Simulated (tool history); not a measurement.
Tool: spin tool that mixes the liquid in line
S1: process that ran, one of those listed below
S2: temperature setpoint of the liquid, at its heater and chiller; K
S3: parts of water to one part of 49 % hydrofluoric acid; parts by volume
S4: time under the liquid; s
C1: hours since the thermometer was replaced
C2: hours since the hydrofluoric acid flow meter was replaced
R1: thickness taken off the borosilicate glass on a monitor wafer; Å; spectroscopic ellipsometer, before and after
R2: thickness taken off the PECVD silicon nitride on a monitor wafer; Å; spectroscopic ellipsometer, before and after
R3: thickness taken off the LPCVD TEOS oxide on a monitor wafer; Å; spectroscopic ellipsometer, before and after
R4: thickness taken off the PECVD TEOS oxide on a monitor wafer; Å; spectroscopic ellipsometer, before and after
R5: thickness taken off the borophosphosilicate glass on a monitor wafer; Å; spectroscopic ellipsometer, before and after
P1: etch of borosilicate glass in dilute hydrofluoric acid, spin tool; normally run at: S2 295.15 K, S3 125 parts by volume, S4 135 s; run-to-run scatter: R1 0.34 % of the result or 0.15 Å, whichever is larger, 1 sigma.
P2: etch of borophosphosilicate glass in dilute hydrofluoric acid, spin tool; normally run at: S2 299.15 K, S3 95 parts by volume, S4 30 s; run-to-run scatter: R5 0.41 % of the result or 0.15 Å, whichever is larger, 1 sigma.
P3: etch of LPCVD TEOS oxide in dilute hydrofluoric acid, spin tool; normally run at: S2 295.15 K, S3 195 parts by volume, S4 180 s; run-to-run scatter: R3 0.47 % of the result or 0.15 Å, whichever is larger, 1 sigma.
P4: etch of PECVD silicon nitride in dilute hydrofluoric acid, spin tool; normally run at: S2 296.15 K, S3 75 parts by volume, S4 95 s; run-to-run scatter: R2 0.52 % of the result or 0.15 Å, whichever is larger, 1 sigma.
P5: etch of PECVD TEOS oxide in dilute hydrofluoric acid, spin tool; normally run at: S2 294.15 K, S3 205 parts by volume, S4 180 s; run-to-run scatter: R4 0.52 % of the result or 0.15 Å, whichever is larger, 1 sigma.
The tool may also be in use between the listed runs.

Run 1, hour 7.6: S1 P1, S2 295.15 K, S3 125 parts by volume, S4 135 s; C1 967.1; C2 737.2. Result: R1 287.08 Å.
Run 2, hour 22.3: S1 P1, S2 290.15 K, S3 125 parts by volume, S4 135 s; C1 981.8; C2 751.9. Result: R1 233.3 Å.
Run 3, hour 30.8: S1 P4, S2 296.15 K, S3 105 parts by volume, S4 95 s; C1 990.3; C2 760.4. Result: R2 43.006 Å.
Run 4, hour 38.3: S1 P3, S2 295.15 K, S3 195 parts by volume, S4 180 s; C1 997.8; C2 767.9. Result: R3 436.98 Å.
Run 5, hour 50: S1 P1, S2 295.15 K, S3 215 parts by volume, S4 135 s; C1 1009.5; C2 779.6. Result: R1 151.41 Å.
Run 6, hour 61.9: S1 P5, S2 298.65 K, S3 205 parts by volume, S4 180 s; C1 1021.4; C2 791.5. Result: R4 187.78 Å.
Run 7, hour 71.1: S1 P5, S2 294.15 K, S3 300 parts by volume, S4 180 s; C1 1030.6; C2 800.7. Result: R4 98.839 Å.
Run 8, hour 85.8: S1 P5, S2 294.15 K, S3 205 parts by volume, S4 180 s; C1 1045.3; C2 815.4. Result: R4 159.3 Å.
Run 9, hour 100.4: S1 P1, S2 295.15 K, S3 125 parts by volume, S4 135 s; C1 1059.9; C2 830. Result: R1 286.65 Å.
Run 10, hour 113.2: S1 P3, S2 295.15 K, S3 195 parts by volume, S4 45 s; C1 1072.7; C2 842.8. Result: R3 108.64 Å.
Run 11, hour 123.7: S1 P3, S2 295.15 K, S3 95 parts by volume, S4 180 s; C1 1083.2; C2 853.3. Result: R3 989.22 Å.
Run 12, hour 137.2: S1 P2, S2 299.15 K, S3 95 parts by volume, S4 60 s; C1 1096.7; C2 866.8. Result: R5 401.09 Å.
Run 13, hour 151.7: S1 P3, S2 295.15 K, S3 195 parts by volume, S4 180 s; C1 1111.2; C2 881.3. Result: R3 433.84 Å.
Run 14, hour 159.3: S1 P2, S2 299.15 K, S3 95 parts by volume, S4 30 s; C1 1118.8; C2 888.9. Result: R5 199.56 Å.
Run 15, hour 168.5: S1 P1, S2 295.15 K, S3 75 parts by volume, S4 135 s; C1 1128; C2 898.1. Result: R1 510.31 Å.
Run 16, hour 182.8: S1 P1, S2 295.15 K, S3 125 parts by volume, S4 135 s; C1 1142.3; C2 912.4. Result: R1 286.63 Å.
Run 17, hour 191.9: S1 P1, S2 295.15 K, S3 125 parts by volume, S4 15 s; C1 1151.4; C2 921.5. Result: R1 32.044 Å.
Run 18, hour 198.9: S1 P1, S2 295.15 K, S3 125 parts by volume, S4 135 s; C1 1158.4; C2 928.5. Result: R1 287.52 Å.
Run 19, hour 207.9: S1 P4, S2 296.15 K, S3 75 parts by volume, S4 95 s; C1 1167.4; C2 937.5. Result: R2 60.859 Å.
Run 20, hour 220.2: S1 P1, S2 301.15 K, S3 125 parts by volume, S4 135 s; C1 1179.7; C2 949.8. Result: R1 361.56 Å.
Run 21, hour 234.7: S1 P5, S2 294.15 K, S3 205 parts by volume, S4 40 s; C1 1194.2; C2 964.3. Result: R4 35.289 Å.
Run 22, hour 249.6: S1 P4, S2 296.15 K, S3 75 parts by volume, S4 95 s; C1 1209.1; C2 979.2. Result: R2 59.826 Å.
Run 23, hour 258.5: S1 P1, S2 295.15 K, S3 125 parts by volume, S4 205 s; C1 1218; C2 988.1. Result: R1 435.48 Å.
Run 24, hour 267.9: S1 P4, S2 296.15 K, S3 75 parts by volume, S4 150 s; C1 1227.4; C2 997.5. Result: R2 95.12 Å.
Run 25, hour 274.9: S1 P2, S2 307.15 K, S3 95 parts by volume, S4 30 s; C1 1234.4; C2 1004.5. Result: R5 271.2 Å.
Run 26, hour 284.2: S1 P1, S2 295.15 K, S3 55 parts by volume, S4 230 s; C1 1243.7; C2 1013.8. Result: R1 1207.7 Å.
Run 27, hour 294.4: S1 P4, S2 301.65 K, S3 75 parts by volume, S4 95 s; C1 1253.9; C2 1024. Result: R2 86.692 Å.

The next listed run, before its measurement:
Run 28, hour 300.8: S1 P1, S2 290.15 K, S3 125 parts by volume, S4 205 s; C1 1260.3; C2 1030.4. Result: R1 ?.

Run 28 gave R1 354.35 Å.
